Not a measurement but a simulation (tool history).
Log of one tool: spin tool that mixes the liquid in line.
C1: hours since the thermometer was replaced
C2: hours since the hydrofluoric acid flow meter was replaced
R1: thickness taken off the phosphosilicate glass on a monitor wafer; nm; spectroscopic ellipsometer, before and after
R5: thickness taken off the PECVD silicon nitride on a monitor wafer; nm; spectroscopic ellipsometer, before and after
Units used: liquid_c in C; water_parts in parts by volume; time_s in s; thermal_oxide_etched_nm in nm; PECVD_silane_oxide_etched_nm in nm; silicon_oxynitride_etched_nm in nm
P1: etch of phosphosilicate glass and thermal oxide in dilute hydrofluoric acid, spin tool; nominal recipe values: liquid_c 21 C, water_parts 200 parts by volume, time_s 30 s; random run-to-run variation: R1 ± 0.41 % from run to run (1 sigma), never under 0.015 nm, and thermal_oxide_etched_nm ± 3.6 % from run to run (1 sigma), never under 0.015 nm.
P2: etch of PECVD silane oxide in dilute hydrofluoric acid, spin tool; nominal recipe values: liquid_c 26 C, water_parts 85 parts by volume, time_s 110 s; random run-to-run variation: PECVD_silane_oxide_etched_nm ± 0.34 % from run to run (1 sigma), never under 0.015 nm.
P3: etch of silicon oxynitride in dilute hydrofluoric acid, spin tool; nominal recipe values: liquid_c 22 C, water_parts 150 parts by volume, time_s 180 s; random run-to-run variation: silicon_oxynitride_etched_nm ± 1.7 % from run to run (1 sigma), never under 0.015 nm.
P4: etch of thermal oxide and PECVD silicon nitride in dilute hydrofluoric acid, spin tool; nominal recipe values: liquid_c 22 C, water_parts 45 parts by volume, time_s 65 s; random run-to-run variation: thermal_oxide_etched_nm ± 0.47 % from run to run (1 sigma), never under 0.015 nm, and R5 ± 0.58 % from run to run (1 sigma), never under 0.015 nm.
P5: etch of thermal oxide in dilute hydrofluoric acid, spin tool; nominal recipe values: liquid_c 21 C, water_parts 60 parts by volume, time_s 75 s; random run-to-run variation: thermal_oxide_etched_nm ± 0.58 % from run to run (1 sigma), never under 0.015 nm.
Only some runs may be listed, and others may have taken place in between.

Run 1, hour 4.1: process P1, liquid_c 21 C, water_parts 200 parts by volume, time_s 30 s; C1 374.7; C2 231.4. Result: R1 9.8554 nm, thermal_oxide_etched_nm 0.57948 nm.
Run 2, hour 8.1: process P5, liquid_c 21 C, water_parts 60 parts by volume, time_s 40 s; C1 378.7; C2 235.4. Result: thermal_oxide_etched_nm 2.9085 nm.
Run 3, hour 10.2: process P1, liquid_c 21 C, water_parts 330 parts by volume, time_s 15 s; C1 380.8; C2 237.5. Result: R1 2.6128 nm, thermal_oxide_etched_nm 0.1755 nm.
Run 4, hour 12.7: process P2, liquid_c 26 C, water_parts 85 parts by volume, time_s 45 s; C1 383.3; C2 240. Result: PECVD_silane_oxide_etched_nm 14.401 nm.
Run 5, hour 15.9: process P2, liquid_c 26 C, water_parts 85 parts by volume, time_s 110 s; C1 386.5; C2 243.2. Result: PECVD_silane_oxide_etched_nm 34.937 nm.
Run 6, hour 19.7: process P3, liquid_c 22 C, water_parts 150 parts by volume, time_s 320 s; C1 390.3; C2 247. Result: silicon_oxynitride_etched_nm 2.635 nm.
Run 7, hour 22.4: process P1, liquid_c 17 C, water_parts 200 parts by volume, time_s 30 s; C1 393; C2 249.7. Result: R1 8.3714 nm, thermal_oxide_etched_nm 0.54243 nm.
Run 8, hour 26.6: process P5, liquid_c 21 C, water_parts 60 parts by volume, time_s 75 s; C1 397.2; C2 253.9. Result: thermal_oxide_etched_nm 5.5134 nm.
Run 9, hour 28.8: process P1, liquid_c 21 C, water_parts 200 parts by volume, time_s 50 s; C1 399.4; C2 256.1. Result: R1 16.298 nm, thermal_oxide_etched_nm 0.97354 nm.
Run 10, hour 31.6: process P1, liquid_c 21 C, water_parts 200 parts by volume, time_s 30 s; C1 402.2; C2 258.9. Result: R1 9.8203 nm, thermal_oxide_etched_nm 0.58056 nm.
Run 11, hour 35.1: process P1, liquid_c 21 C, water_parts 350 parts by volume, time_s 50 s; C1 405.7; C2 262.4. Result: R1 8.1525 nm, thermal_oxide_etched_nm 0.45229 nm.
Run 12, hour 38.7: process P1, liquid_c 21 C, water_parts 325 parts by volume, time_s 30 s; C1 409.3; C2 266. Result: R1 5.3652 nm, thermal_oxide_etched_nm 0.30739 nm.
Run 13, hour 41.6: process P1, liquid_c 21 C, water_parts 200 parts by volume, time_s 30 s; C1 412.2; C2 268.9. Result: R1 9.8273 nm, thermal_oxide_etched_nm 0.57242 nm.
Run 14, hour 45.6: process P1, liquid_c 21 C, water_parts 200 parts by volume, time_s 30 s; C1 416.2; C2 272.9. Result: R1 9.7671 nm, thermal_oxide_etched_nm 0.54631 nm.
Run 15, hour 48.7: process P1, liquid_c 21 C, water_parts 200 parts by volume, time_s 30 s; C1 419.3; C2 276. Result: R1 9.7199 nm, thermal_oxide_etched_nm 0.57364 nm.
Run 16, hour 51.7: process P2, liquid_c 19.5 C, water_parts 85 parts by volume, time_s 110 s; C1 422.3; C2 279. Result: PECVD_silane_oxide_etched_nm 26.851 nm.
Run 17, hour 55.3: process P1, liquid_c 21 C, water_parts 200 parts by volume, time_s 15 s; C1 425.9; C2 282.6. Result: R1 4.8399 nm, thermal_oxide_etched_nm 0.26781 nm.
Run 18, hour 58.5: process P4, liquid_c 18 C, water_parts 45 parts by volume, time_s 65 s; C1 429.1; C2 285.8. Result: thermal_oxide_etched_nm 5.6322 nm, R5 3.3805 nm.
Run 19, hour 60.7: process P5, liquid_c 21 C, water_parts 35 parts by volume, time_s 75 s; C1 431.3; C2 288. Result: thermal_oxide_etched_nm 9.6037 nm.
Run 20, hour 63.8: process P3, liquid_c 22 C, water_parts 265 parts by volume, time_s 180 s; C1 434.4; C2 291.1. Result: silicon_oxynitride_etched_nm 0.74873 nm.
Run 21, hour 65.8: process P4, liquid_c 22 C, water_parts 20 parts by volume, time_s 65 s; C1 436.4; C2 293.1. Result: thermal_oxide_etched_nm 15.445 nm, R5 9.8492 nm.
Run 22, hour 69: process P4, liquid_c 22 C, water_parts 45 parts by volume, time_s 65 s; C1 439.6; C2 296.3. Result: thermal_oxide_etched_nm 6.6176 nm, R5 4.4634 nm.
Run 23, hour 71.6: process P4, liquid_c 22 C, water_parts 45 parts by volume, time_s 130 s; C1 442.2; C2 298.9. Result: thermal_oxide_etched_nm 13.372 nm, R5 9.0138 nm.
Run 24, hour 74: process P3, liquid_c 22 C, water_parts 150 parts by volume, time_s 180 s; C1 444.6; C2 301.3. Result: silicon_oxynitride_etched_nm 1.4543 nm.
Run 25, hour 76.4: process P5, liquid_c 29 C, water_parts 60 parts by volume, time_s 75 s; C1 447; C2 303.7. Result: thermal_oxide_etched_nm 7.589 nm.
Run 26, hour 79: process P1, liquid_c 21 C, water_parts 120 parts by volume, time_s 30 s; C1 449.6; C2 306.3. Result: R1 17.802 nm, thermal_oxide_etched_nm 0.97616 nm.
Run 27, hour 82.3: process P2, liquid_c 26 C, water_parts 130 parts by volume, time_s 110 s; C1 452.9; C2 309.6. Result: PECVD_silane_oxide_etched_nm 21.643 nm.
Run 28, hour 85.3: process P3, liquid_c 30 C, water_parts 150 parts by volume, time_s 180 s; C1 455.9; C2 312.6. Result: silicon_oxynitride_etched_nm 1.9959 nm.
Run 29, hour 88: process P1, liquid_c 25.5 C, water_parts 200 parts by volume, time_s 30 s; C1 458.6; C2 315.3. Result: R1 11.605 nm, thermal_oxide_etched_nm 0.60581 nm.
Run 30, hour 92.1: process P5, liquid_c 21 C, water_parts 60 parts by volume, time_s 75 s; C1 462.7; C2 319.4. Result: thermal_oxide_etched_nm 5.4531 nm.
Run 31, hour 94.9: process P1, liquid_c 21 C, water_parts 200 parts by volume, time_s 30 s; C1 465.5; C2 322.2. Result: R1 9.7974 nm, thermal_oxide_etched_nm 0.54797 nm.
Run 32, hour 97.4: process P1, liquid_c 21 C, water_parts 200 parts by volume, time_s 30 s; C1 468; C2 324.7. Result: R1 9.9547 nm, thermal_oxide_etched_nm 0.57998 nm.
Run 33, hour 100.7: process P1, liquid_c 21 C, water_parts 200 parts by volume, time_s 30 s; C1 471.3; C2 328. Result: R1 10.137 nm, thermal_oxide_etched_nm 0.63088 nm.
Run 34, hour 103.8: process P1, liquid_c 21 C, water_parts 200 parts by volume, time_s 30 s; C1 474.4; C2 331.1. Result: R1 10.204 nm, thermal_oxide_etched_nm 0.61426 nm.
Run 35, hour 107.7: process P1, liquid_c 21 C, water_parts 200 parts by volume, time_s 30 s; C1 478.3; C2 335. Result: R1 10.417 nm, thermal_oxide_etched_nm 0.57523 nm.
Run 36, hour 110.1: process P1, liquid_c 21 C, water_parts 200 parts by volume, time_s 30 s; C1 480.7; C2 337.4. Result: R1 10.379 nm, thermal_oxide_etched_nm 0.61367 nm.
Run 37, hour 112.9: process P1, liquid_c 21 C, water_parts 200 parts by volume, time_s 30 s; C1 483.5; C2 340.2. Result: R1 10.466 nm, thermal_oxide_etched_nm 0.60368 nm.
Run 38, hour 115.6: process P1, liquid_c 21 C, water_parts 200 parts by volume, time_s 30 s; C1 486.2; C2 342.9. Result: R1 10.382 nm, thermal_oxide_etched_nm 0.60812 nm.
Run 39, hour 118.7: process P1, liquid_c 21 C, water_parts 200 parts by volume, time_s 30 s; C1 489.3; C2 346. Result: R1 10.392 nm, thermal_oxide_etched_nm 0.65031 nm.
Run 40, hour 122.2: process P1, liquid_c 21 C, water_parts 200 parts by volume, time_s 30 s; C1 492.8; C2 349.5. Result: R1 10.515 nm, thermal_oxide_etched_nm 0.60216 nm.
Run 41, hour 124.9: process P1, liquid_c 21 C, water_parts 200 parts by volume, time_s 30 s; C1 495.5; C2 352.2. Result: R1 10.569 nm, thermal_oxide_etched_nm 0.57755 nm.
Run 42, hour 127.2: process P1, liquid_c 21 C, water_parts 200 parts by volume, time_s 30 s; C1 497.8; C2 354.5. Result: R1 10.434 nm, thermal_oxide_etched_nm 0.66926 nm.

Compared with where it was, what P1 gives has crept away. Each cause listed below fits the log as well as the rest, at the size given for it:
A: hydrofluoric acid flow above the setpoint (%) = 5.58
B: liquid hotter than its thermometer reads (K) = 1.72
The process output started creeping at around hour 94.9.

Each of the 4 check runs below uses one wafer; its results are left as question marks. Which run tells the causes apart?
Run check 1, hour 129.5: process P3, liquid_c 22 C, water_parts 250 parts by volume, time_s 180 s. Result: silicon_oxynitride_etched_nm ?.
Run check 2, hour 129.5: process P4, liquid_c 22 C, water_parts 20 parts by volume, time_s 65 s. Result: thermal_oxide_etched_nm ?, R5 ?.
Run check 3, hour 129.5: process P2, liquid_c 26 C, water_parts 115 parts by volume, time_s 110 s. Result: PECVD_silane_oxide_etched_nm ?.
Run check 4, hour 129.5: process P5, liquid_c 27 C, water_parts 60 parts by volume, time_s 45 s. Result: thermal_oxide_etched_nm ?.

Check results expected under each cause:
  check                        result     if A     if B
check 1  silicon_oxynitride_etched_nm  0.86183  0.87265
check 2       thermal_oxide_etched_nm   16.345   16.631
check 2                            R5     10.3   11.015
check 3  PECVD_silane_oxide_etched_nm   26.526   26.622
check 4       thermal_oxide_etched_nm    4.446   4.4875
How far apart the two closest causes lie, in the result that separates them most: check 1 1.25 %; check 2 6.71 %; check 3 0.36 %; check 4 0.93 %
Check 2 tells the causes apart: in the others they would give nearly the same result.

Then check 2 was run and gave: thermal_oxide_etched_nm 16.36 nm; R5 10.204 nm. Which cause is it?

It is A: hydrofluoric acid flow above the setpoint (%).
